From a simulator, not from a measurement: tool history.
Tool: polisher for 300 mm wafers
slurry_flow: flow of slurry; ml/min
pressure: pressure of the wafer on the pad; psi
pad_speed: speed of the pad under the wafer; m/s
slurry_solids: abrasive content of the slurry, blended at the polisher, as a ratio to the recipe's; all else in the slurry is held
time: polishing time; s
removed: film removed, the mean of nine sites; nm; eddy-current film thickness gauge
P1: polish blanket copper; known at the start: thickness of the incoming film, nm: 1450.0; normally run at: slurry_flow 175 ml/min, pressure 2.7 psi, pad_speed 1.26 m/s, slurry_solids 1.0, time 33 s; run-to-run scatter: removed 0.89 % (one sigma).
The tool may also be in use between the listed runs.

run  hour  slurry_flow  pressure  pad_speed  slurry_solids  time  wafers polished on this pad  hours since the slurry nozzle was cleaned  hours since the head pressure was calibrated  hours since the slurry blender was calibrated  removed
  1   2.2          175       2.7       1.26            1.0    33                          310                                      363.5                                         458.0                                           98.5  109.960
  2   6.1          175       2.7       1.26            1.0    33                          340                                      367.4                                         461.9                                          102.4  111.130
  3   9.1          175       2.7       0.70            1.0    33                          363                                      370.4                                         464.9                                          105.4   61.737
  4  11.1          175       1.3       1.26            1.0    33                          378                                      372.4                                         466.9                                          107.4   53.585
  5  13.1          175       2.7       1.26            1.4    33                          394                                      374.4                                         468.9                                          109.4  119.330
  6  15.8          175       2.7       1.26            1.0    33                          415                                      377.1                                         471.6                                          112.1  109.550
  7  18.9          175       2.7       1.88            1.0    15                          439                                      380.2                                         474.7                                          115.2   75.388
  8  21.3          175       2.7       1.26            1.0    15                          457                                      382.6                                         477.1                                          117.6   50.546
  9  24.8          175       2.7       1.56            0.6    33                          484                                      386.1                                         480.6                                          121.1  124.430
 10  27.3          175       3.7       1.26            1.0    33                          503                                      388.6                                         483.1                                          123.6  149.700
     31.3  -- slurry nozzle cleaned
     31.4  -- slurry blender recalibrated
 11  31.5          175       2.7       1.26            1.0    51                          536                                        0.3                                         487.3                                            0.2  175.240
 12  35.6          105       2.7       1.26            1.0    33                          567                                        4.4                                         491.4                                            4.3  100.070
 13  39.1          175       2.7       1.26            1.0    33                          594                                        7.9                                         494.9                                            7.8  111.140

The next listed run, before its measurement:
 14  43.2          175       2.7       1.26            1.0    33                          626                                       12.0                                         499.0                                           11.9        ?

{"run 14": {"removed": 111.26}}

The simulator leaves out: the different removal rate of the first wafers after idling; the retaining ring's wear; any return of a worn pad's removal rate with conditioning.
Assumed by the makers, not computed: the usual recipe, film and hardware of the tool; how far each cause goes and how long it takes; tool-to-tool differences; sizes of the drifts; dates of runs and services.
